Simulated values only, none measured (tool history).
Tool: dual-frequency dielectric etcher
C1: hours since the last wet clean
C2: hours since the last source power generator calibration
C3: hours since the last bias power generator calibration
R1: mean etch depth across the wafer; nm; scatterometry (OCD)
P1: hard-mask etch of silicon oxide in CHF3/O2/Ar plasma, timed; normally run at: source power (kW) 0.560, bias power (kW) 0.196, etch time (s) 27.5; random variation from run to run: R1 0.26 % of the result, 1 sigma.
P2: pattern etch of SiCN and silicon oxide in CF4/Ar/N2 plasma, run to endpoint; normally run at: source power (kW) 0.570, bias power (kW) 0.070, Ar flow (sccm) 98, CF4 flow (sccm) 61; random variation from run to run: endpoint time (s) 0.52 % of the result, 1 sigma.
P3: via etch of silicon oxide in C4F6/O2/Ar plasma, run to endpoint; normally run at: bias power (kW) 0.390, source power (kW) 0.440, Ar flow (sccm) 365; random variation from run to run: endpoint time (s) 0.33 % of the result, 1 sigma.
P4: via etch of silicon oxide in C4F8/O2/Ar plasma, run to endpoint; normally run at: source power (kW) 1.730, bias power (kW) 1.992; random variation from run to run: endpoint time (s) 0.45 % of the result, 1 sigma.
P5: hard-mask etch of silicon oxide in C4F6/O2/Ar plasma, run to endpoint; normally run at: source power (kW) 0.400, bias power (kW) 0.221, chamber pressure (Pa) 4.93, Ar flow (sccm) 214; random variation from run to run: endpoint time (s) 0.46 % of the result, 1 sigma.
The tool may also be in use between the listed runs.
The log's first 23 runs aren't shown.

{"run": 24, "hour": 269.5, "process that ran": "P3", "source power (kW)": 0.44, "bias power (kW)": 0.39, "Ar flow (sccm)": 465, "C1": 556.8, "C2": 1485.5, "C3": 2208.5, "endpoint time (s)": 20.288}
{"run": 25, "hour": 276.3, "process that ran": "P2", "source power (kW)": 0.43, "bias power (kW)": 0.07, "Ar flow (sccm)": 98, "CF4 flow (sccm)": 61, "C1": 563.6, "C2": 1492.3, "C3": 2215.3, "endpoint time (s)": 12.834}
{"run": 26, "hour": 292.0, "process that ran": "P1", "source power (kW)": 0.56, "bias power (kW)": 0.196, "etch time (s)": 21.5, "C1": 579.3, "C2": 1508.0, "C3": 2231.0, "R1": 42.222}
{"run": 27, "hour": 305.3, "process that ran": "P5", "source power (kW)": 0.4, "bias power (kW)": 0.221, "Ar flow (sccm)": 214, "chamber pressure (Pa)": 6.73, "C1": 592.6, "C2": 1521.3, "C3": 2244.3, "endpoint time (s)": 88.919}
{"run": 28, "hour": 320.3, "process that ran": "P5", "source power (kW)": 0.4, "bias power (kW)": 0.221, "Ar flow (sccm)": 153, "chamber pressure (Pa)": 4.93, "C1": 607.6, "C2": 1536.3, "C3": 2259.3, "endpoint time (s)": 83.49}
{"run": 29, "hour": 333.4, "process that ran": "P1", "source power (kW)": 0.76, "bias power (kW)": 0.196, "etch time (s)": 27.5, "C1": 620.7, "C2": 1549.4, "C3": 2272.4, "R1": 60.76}
{"run": 30, "hour": 347.3, "process that ran": "P4", "source power (kW)": 1.73, "bias power (kW)": 1.992, "C1": 634.6, "C2": 1563.3, "C3": 2286.3, "endpoint time (s)": 301.2}
{"run": 31, "hour": 354.3, "process that ran": "P5", "source power (kW)": 0.29, "bias power (kW)": 0.221, "Ar flow (sccm)": 214, "chamber pressure (Pa)": 4.93, "C1": 641.6, "C2": 1570.3, "C3": 2293.3, "endpoint time (s)": 97.302}
{"run": 32, "hour": 366.4, "process that ran": "P1", "source power (kW)": 0.4, "bias power (kW)": 0.196, "etch time (s)": 27.5, "C1": 653.7, "C2": 1582.4, "C3": 2305.4, "R1": 47.728}
{"run": 33, "hour": 373.1, "process that ran": "P1", "source power (kW)": 0.56, "bias power (kW)": 0.196, "etch time (s)": 27.5, "C1": 660.4, "C2": 1589.1, "C3": 2312.1, "R1": 54.02}
{"run": 34, "hour": 384.8, "process that ran": "P3", "source power (kW)": 0.44, "bias power (kW)": 0.39, "Ar flow (sccm)": 365, "C1": 672.1, "C2": 1600.8, "C3": 2323.8, "endpoint time (s)": 19.886}
{"run": 35, "hour": 392.7, "process that ran": "P1", "source power (kW)": 0.56, "bias power (kW)": 0.196, "etch time (s)": 27.5, "C1": 680.0, "C2": 1608.7, "C3": 2331.7, "R1": 54.188}
{"run": 36, "hour": 403.5, "process that ran": "P1", "source power (kW)": 0.56, "bias power (kW)": 0.196, "etch time (s)": 27.5, "C1": 690.8, "C2": 1619.5, "C3": 2342.5, "R1": 54.084}
{"run": 37, "hour": 410.6, "process that ran": "P1", "source power (kW)": 0.56, "bias power (kW)": 0.196, "etch time (s)": 27.5, "C1": 697.9, "C2": 1626.6, "C3": 2349.6, "R1": 54.124}
{"run": 38, "hour": 423.3, "process that ran": "P1", "source power (kW)": 0.56, "bias power (kW)": 0.196, "etch time (s)": 27.5, "C1": 710.6, "C2": 1639.3, "C3": 2362.3, "R1": 54.649}
{"run": 39, "hour": 438.4, "process that ran": "P1", "source power (kW)": 0.56, "bias power (kW)": 0.196, "etch time (s)": 27.5, "C1": 725.7, "C2": 1654.4, "C3": 2377.4, "R1": 54.665}

Forecast run 40:
{"run": 40, "hour": 447.9, "process that ran": "P1", "source power (kW)": 0.56, "bias power (kW)": 0.196, "etch time (s)": 27.5, "C1": 735.2, "C2": 1663.9, "C3": 2386.9, "R1": "?"}

{"run 40": {"R1": 54.75}}
